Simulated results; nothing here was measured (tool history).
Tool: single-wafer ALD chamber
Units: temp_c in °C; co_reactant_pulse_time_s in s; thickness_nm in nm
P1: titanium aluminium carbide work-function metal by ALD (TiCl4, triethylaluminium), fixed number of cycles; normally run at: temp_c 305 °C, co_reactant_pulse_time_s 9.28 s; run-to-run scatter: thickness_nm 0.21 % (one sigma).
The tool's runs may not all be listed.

{"run": 1, "hour": 2.9, "temp_c": 305, "co_reactant_pulse_time_s": 9.28, "thickness_nm": 2.0458}
{"run": 2, "hour": 6.7, "temp_c": 305, "co_reactant_pulse_time_s": 9.28, "thickness_nm": 2.0417}
{"run": 3, "hour": 10.0, "temp_c": 324, "co_reactant_pulse_time_s": 3.39, "thickness_nm": 1.5914}
{"run": 4, "hour": 14.6, "temp_c": 305, "co_reactant_pulse_time_s": 12.64, "thickness_nm": 2.111}
{"hour": 14.8, "done": "triethylaluminium bottle replaced"}
{"run": 5, "hour": 18.5, "temp_c": 280, "co_reactant_pulse_time_s": 9.28, "thickness_nm": 1.8268}
{"run": 6, "hour": 23.1, "temp_c": 305, "co_reactant_pulse_time_s": 3.15, "thickness_nm": 1.4141}
{"hour": 25.6, "done": "thermocouple changed; heater temperature recalibrated"}
{"run": 7, "hour": 27.1, "temp_c": 305, "co_reactant_pulse_time_s": 9.28, "thickness_nm": 2.051}
{"run": 8, "hour": 32.8, "temp_c": 323, "co_reactant_pulse_time_s": 14.55, "thickness_nm": 2.2818}
{"run": 9, "hour": 37.8, "temp_c": 305, "co_reactant_pulse_time_s": 9.28, "thickness_nm": 2.0416}
{"run": 10, "hour": 41.6, "temp_c": 321, "co_reactant_pulse_time_s": 6.55, "thickness_nm": 2.0344}
{"run": 11, "hour": 45.0, "temp_c": 321, "co_reactant_pulse_time_s": 9.28, "thickness_nm": 2.1852}
{"run": 12, "hour": 48.1, "temp_c": 305, "co_reactant_pulse_time_s": 9.28, "thickness_nm": 2.0469}
{"run": 13, "hour": 51.2, "temp_c": 305, "co_reactant_pulse_time_s": 9.28, "thickness_nm": 2.0459}
{"run": 14, "hour": 54.3, "temp_c": 305, "co_reactant_pulse_time_s": 9.28, "thickness_nm": 2.033}
{"run": 15, "hour": 57.4, "temp_c": 305, "co_reactant_pulse_time_s": 9.28, "thickness_nm": 2.0303}
{"run": 16, "hour": 61.2, "temp_c": 305, "co_reactant_pulse_time_s": 9.28, "thickness_nm": 2.0277}
{"run": 17, "hour": 63.9, "temp_c": 305, "co_reactant_pulse_time_s": 9.28, "thickness_nm": 2.0175}
{"run": 18, "hour": 69.4, "temp_c": 305, "co_reactant_pulse_time_s": 9.28, "thickness_nm": 2.0111}
{"run": 19, "hour": 75.2, "temp_c": 305, "co_reactant_pulse_time_s": 9.28, "thickness_nm": 2.01}
{"run": 20, "hour": 78.6, "temp_c": 305, "co_reactant_pulse_time_s": 9.28, "thickness_nm": 2.0115}
{"run": 21, "hour": 82.7, "temp_c": 305, "co_reactant_pulse_time_s": 9.28, "thickness_nm": 2.0047}
{"run": 22, "hour": 86.4, "temp_c": 305, "co_reactant_pulse_time_s": 9.28, "thickness_nm": 1.9999}
{"run": 23, "hour": 90.9, "temp_c": 305, "co_reactant_pulse_time_s": 9.28, "thickness_nm": 2.001}
{"run": 24, "hour": 95.2, "temp_c": 305, "co_reactant_pulse_time_s": 9.28, "thickness_nm": 1.9993}

What P1 gives has crept away from where it was. These 2 causes fit the log equally well, each at the size given:
A: triethylaluminium dose below that of a fresh bottle (%) = 12.6
B: wafer temperature below the value expected at the setpoint (K) = 4.96
The creep began at about hour 51.2.

4 check runs are offered, one wafer each, their results left as question marks. Which one tells the causes apart?
{"run": "check 1", "hour": 99.5, "temp_c": 289, "co_reactant_pulse_time_s": 9.28, "thickness_nm": "?"}
{"run": "check 2", "hour": 99.5, "temp_c": 290, "co_reactant_pulse_time_s": 9.28, "thickness_nm": "?"}
{"run": "check 3", "hour": 99.5, "temp_c": 317, "co_reactant_pulse_time_s": 9.28, "thickness_nm": "?"}
{"run": "check 4", "hour": 99.5, "temp_c": 284, "co_reactant_pulse_time_s": 5.49, "thickness_nm": "?"}

What each check would give under each cause:
check=check_1 result=thickness_nm if_A=1.8661 if_B=1.8637
check=check_2 result=thickness_nm if_A=1.8746 if_B=1.8723
check=check_3 result=thickness_nm if_A=2.1050 if_B=2.1068
check=check_4 result=thickness_nm if_A=1.5712 if_B=1.6125
How far apart the two closest causes lie, in the result that separates them most: check 1 0.13 %; check 2 0.12 %; check 3 0.08 %; check 4 2.59 %
Check 4 tells the causes apart: in the others they would give nearly the same result.

Check 4 was then run and gave: thickness_nm 1.5692 nm. Which cause is it?

It is A: triethylaluminium dose below that of a fresh bottle (%).

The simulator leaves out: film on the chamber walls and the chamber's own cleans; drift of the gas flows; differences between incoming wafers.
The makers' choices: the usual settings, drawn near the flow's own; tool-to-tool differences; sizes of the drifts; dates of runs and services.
